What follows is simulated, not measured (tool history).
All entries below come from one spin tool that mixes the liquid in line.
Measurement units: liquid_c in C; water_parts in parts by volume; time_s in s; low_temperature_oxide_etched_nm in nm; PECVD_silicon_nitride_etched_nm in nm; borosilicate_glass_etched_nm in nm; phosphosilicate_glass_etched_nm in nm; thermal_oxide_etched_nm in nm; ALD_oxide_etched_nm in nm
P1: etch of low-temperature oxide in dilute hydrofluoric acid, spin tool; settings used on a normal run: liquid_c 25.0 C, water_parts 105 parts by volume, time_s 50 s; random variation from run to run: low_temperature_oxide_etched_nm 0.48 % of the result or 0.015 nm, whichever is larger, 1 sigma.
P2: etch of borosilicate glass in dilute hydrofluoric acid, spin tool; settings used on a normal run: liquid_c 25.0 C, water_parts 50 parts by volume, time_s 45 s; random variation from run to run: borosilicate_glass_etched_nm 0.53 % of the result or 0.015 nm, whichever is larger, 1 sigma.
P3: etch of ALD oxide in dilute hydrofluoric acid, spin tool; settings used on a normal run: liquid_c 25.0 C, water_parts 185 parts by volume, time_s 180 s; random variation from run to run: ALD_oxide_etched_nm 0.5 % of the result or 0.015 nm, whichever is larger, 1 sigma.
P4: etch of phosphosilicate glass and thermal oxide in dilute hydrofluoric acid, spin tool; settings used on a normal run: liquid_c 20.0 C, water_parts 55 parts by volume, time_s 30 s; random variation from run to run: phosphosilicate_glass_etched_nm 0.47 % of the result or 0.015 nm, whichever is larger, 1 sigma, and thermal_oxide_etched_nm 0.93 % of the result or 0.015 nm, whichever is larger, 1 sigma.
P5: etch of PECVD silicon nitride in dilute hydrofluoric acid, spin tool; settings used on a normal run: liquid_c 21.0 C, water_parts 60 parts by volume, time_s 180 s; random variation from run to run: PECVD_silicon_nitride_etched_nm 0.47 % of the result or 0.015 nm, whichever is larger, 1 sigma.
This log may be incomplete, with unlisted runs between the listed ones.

run     day  process  liquid_c  water_parts  time_s  hours since the thermometer was replaced  hours since the hydrofluoric acid flow meter was replaced  low_temperature_oxide_etched_nm  PECVD_silicon_nitride_etched_nm  borosilicate_glass_etched_nm  phosphosilicate_glass_etched_nm  thermal_oxide_etched_nm  ALD_oxide_etched_nm
  1   0.517       P1      25.0          105      50                                     500.6                                                     1693.4                          17.0450
  2   0.854       P5      21.0           90     180                                     508.7                                                     1701.5                                                            4.1236
  3   1.475       P1      25.0          105      50                                     523.6                                                     1716.4                          17.0900
  4   2.104       P2      25.0           50      45                                     538.7                                                     1731.5                                                                                          24.347
  5   2.700       P1      25.0          105      50                                     553.0                                                     1745.8                          17.1380
  6   3.267       P2      31.5           50      45                                     566.6                                                     1759.4                                                                                          31.245
  7   3.600       P4      25.0           55      30                                     574.6                                                     1767.4                                                                                                                          100.830                   3.0411
  8   4.238       P2      25.0           20      45                                     589.9                                                     1782.7                                                                                          63.022
  9   4.696       P1      25.0          105      50                                     600.9                                                     1793.7                          17.1550
 10   5.133       P2      25.0           50      45                                     611.4                                                     1804.2                                                                                          24.137
      5.446  -- hydrofluoric acid flow meter replaced
 11   5.725       P3      25.0          185     180                                     625.6                                                        6.7                                                                                                                                                                         9.2228
 12   6.438       P4      20.0           55      30                                     642.7                                                       23.8                                                                                                                           82.016                   2.4816
 13   7.162       P3      25.0          185     340                                     660.1                                                       41.2                                                                                                                                                                        17.4360
 14   7.879       P4      20.0           55      30                                     677.3                                                       58.4                                                                                                                           82.033                   2.4672
 15   8.475       P5      21.0           60     355                                     691.6                                                       72.7                                                           12.1680
 16   8.921       P1      17.5          105      50                                     702.3                                                       83.4                          12.6430
 17   9.317       P1      25.0          105      15                                     711.8                                                       92.9                           5.1042
 18   9.829       P1      28.5          180      50                                     724.1                                                      105.2                          10.3800
 19  10.462       P1      29.0          105      50                                     739.3                                                      120.4                          19.8140
 20  11.092       P1      25.0          105      50                                     754.4                                                      135.5                          17.1200
 21  11.508       P2      25.0           50      75                                     764.4                                                      145.5                                                                                          40.435
 22  11.996       P1      19.5          105      75                                     776.1                                                      157.2                          20.4950
 23  12.550       P4      20.0           20      30                                     789.4                                                      170.5                                                                                                                          235.340                   7.1049
 24  12.938       P5      21.0           60     180                                     798.7                                                      179.8                                                            6.1775
 25  13.546       P3      32.5          185     180                                     813.3                                                      194.4                                                                                                                                                                        11.9900
 26  14.050       P1      25.0          150      50                                     825.4                                                      206.5                          11.3230
 27  14.696       P1      25.0           35      50                                     840.9                                                      222.0                          56.4230
 28  15.062       P4      20.0           55      15                                     849.7                                                      230.8                                                                                                                           40.935                   1.2287
 29  15.692       P3      25.0           35     180                                     864.8                                                      245.9                                                                                                                                                                        58.6500
 30  16.242       P5      26.0           60     180                                     878.0                                                      259.1                                                            8.6674
 31  16.775       P1      25.0          105      75                                     890.8                                                      271.9                          25.8210
 32  17.288       P1      25.0          105      50                                     903.1                                                      284.2                          17.0360
 33  17.650       P1      25.0          105      50                                     911.8                                                      292.9                          17.1000
 34  18.379       P1      25.0          105      50                                     929.3                                                      310.4                          16.1520
 35  18.754       P1      25.0          105      50                                     938.3                                                      319.4                          15.9400
 36  19.404       P1      25.0          105      50                                     953.9                                                      335.0                          15.8440
 37  19.804       P1      25.0          105      50                                     963.5                                                      344.6                          15.7470
 38  20.483       P1      25.0          105      50                                     979.8                                                      360.9                          15.5760

Run 39 is up next; what results do you expect?
 39  20.888       P1      25.0          105      50                                     989.5                                                      370.6                                ?

{"run 39": {"low_temperature_oxide_etched_nm": 15.648}}

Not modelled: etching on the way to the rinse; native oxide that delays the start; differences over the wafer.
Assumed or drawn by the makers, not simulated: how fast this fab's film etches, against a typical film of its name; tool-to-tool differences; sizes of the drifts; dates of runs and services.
